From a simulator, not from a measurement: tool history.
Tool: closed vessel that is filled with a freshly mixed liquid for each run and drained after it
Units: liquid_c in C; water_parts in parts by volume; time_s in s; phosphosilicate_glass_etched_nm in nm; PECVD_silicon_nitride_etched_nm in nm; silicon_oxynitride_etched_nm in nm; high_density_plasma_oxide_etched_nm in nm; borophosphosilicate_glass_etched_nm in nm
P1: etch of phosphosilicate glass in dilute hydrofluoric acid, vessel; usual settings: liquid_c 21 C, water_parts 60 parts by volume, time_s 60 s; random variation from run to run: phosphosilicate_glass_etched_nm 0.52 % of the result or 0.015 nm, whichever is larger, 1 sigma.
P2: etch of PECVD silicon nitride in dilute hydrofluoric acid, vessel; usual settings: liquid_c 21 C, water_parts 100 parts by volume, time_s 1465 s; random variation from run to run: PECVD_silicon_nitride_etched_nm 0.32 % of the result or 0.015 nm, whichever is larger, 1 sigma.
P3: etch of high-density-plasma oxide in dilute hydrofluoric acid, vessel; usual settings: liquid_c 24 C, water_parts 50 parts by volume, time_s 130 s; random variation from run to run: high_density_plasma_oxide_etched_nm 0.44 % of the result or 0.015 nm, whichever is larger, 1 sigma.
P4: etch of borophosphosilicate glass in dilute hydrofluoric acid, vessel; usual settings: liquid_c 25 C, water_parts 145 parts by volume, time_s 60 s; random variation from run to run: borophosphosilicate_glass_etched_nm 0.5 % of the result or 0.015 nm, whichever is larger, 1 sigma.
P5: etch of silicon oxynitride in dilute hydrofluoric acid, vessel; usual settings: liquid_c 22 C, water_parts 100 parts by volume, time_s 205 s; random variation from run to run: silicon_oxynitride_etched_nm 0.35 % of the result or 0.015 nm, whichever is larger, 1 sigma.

run	hour	process	liquid_c	water_parts	time_s	hours since the thermometer was replaced	hours since the hydrofluoric acid flow meter was replaced	phosphosilicate_glass_etched_nm	PECVD_silicon_nitride_etched_nm	silicon_oxynitride_etched_nm	high_density_plasma_oxide_etched_nm	borophosphosilicate_glass_etched_nm
1	7.1	P1	21	60	60	912.2	331.4	133.08				
2	19.3	P1	21	60	60	924.4	343.6	132.71				
3	28	P2	26.5	100	1465	933.1	352.3		58.052			
4	41.6	P5	22	25	205	946.7	365.9			28.056		
# hour 43.4: thermometer replaced
5	49.6	P2	21	60	1465	6.2	373.9		66.782			
6	56.9	P3	24	75	130	13.5	381.2				14.144	
7	73.1	P3	24	50	130	29.7	397.4				21.881	
8	83.2	P1	21	20	60	39.8	407.5	416.08				
9	93.7	P4	25	255	60	50.3	418					13.251
10	109.9	P4	25	145	60	66.5	434.2					26.198
11	122.2	P2	21	100	1465	78.8	446.5		40.26			
12	132.9	P1	21	60	60	89.5	457.2	132.77				
13	148.9	P2	21	100	2570	105.5	473.2		71.078			
14	157.1	P1	21	60	30	113.7	481.4	65.628				
15	167.7	P1	25	60	60	124.3	492	154.98				
16	180.9	P1	21	105	60	137.5	505.2	71.865				
17	190.4	P1	17	30	60	147	514.7	230.84				
18	199	P1	29	40	60	155.6	523.3	281.26				
19	211.1	P4	25	145	95	167.7	535.4					41.734
20	223	P5	22	100	205	179.6	547.3			6.6198		
21	233.4	P5	29	100	205	190	557.7			9.1766		
22	242.8	P1	21	85	110	199.4	567.1	166.16				
23	252.2	P4	17	145	60	208.8	576.5					19.057
24	260.4	P3	24	50	30	217	584.7				5.0282	
25	271.2	P1	21	60	60	227.8	595.5	132.39				
26	286.2	P5	22	100	365	242.8	610.5			11.829		
27	301	P3	32	50	130	257.6	625.3				30.198	
28	309.4	P3	24	50	130	266	633.7				22.031	
29	319.9	P1	21	60	115	276.5	644.2	253.38				
30	326.9	P1	17	60	60	283.5	651.2	111.99				
31	340.8	P4	25	145	60	297.4	665.1					26.08
32	349.3	P1	21	60	60	305.9	673.6	132.35				
33	358.7	P1	21	60	60	315.3	683	132.65				
34	373.9	P1	21	60	60	330.5	698.2	126.2				
35	383.9	P1	21	60	60	340.5	708.2	124.63				
36	398.3	P1	21	60	60	354.9	722.6	124.13				
37	412.2	P1	21	60	60	368.8	736.5	121.91				
38	424.5	P1	21	60	60	381.1	748.8	121.36				
39	435.7	P1	21	60	60	392.3	760	121.88				

What P1 gives has crept away from where it was. These 2 causes fit the log equally well, each at the size given:
A: hydrofluoric acid flow below the setpoint (%) = 7.31
B: liquid colder than its thermometer reads (K) = 1.94
The creep began at about hour 358.7.

4 check runs are offered, one wafer each, their results left as question marks. Which one tells the causes apart?
check 1	446.9	P3	28.5	50	30						?	
check 2	446.9	P2	21	65	2355				?			
check 3	446.9	P4	22	145	60							?
check 4	446.9	P5	26.5	100	330					?		

What each check would give under each cause:
check	result	if A	if B
check 1	high_density_plasma_oxide_etched_nm	5.6006	5.6232
check 2	PECVD_silicon_nitride_etched_nm	92.032	86.7
check 3	borophosphosilicate_glass_etched_nm	21.367	21.619
check 4	silicon_oxynitride_etched_nm	12.114	12.025
How far apart the two closest causes lie, in the result that separates them most: check 1 0.4 %; check 2 5.97 %; check 3 1.17 %; check 4 0.74 %
Only check 2 tells the causes apart: in the others they would give nearly the same result.

Then check 2 was run and gave: PECVD_silicon_nitride_etched_nm 92.452 nm. Which cause is it?

It is A: hydrofluoric acid flow below the setpoint (%).

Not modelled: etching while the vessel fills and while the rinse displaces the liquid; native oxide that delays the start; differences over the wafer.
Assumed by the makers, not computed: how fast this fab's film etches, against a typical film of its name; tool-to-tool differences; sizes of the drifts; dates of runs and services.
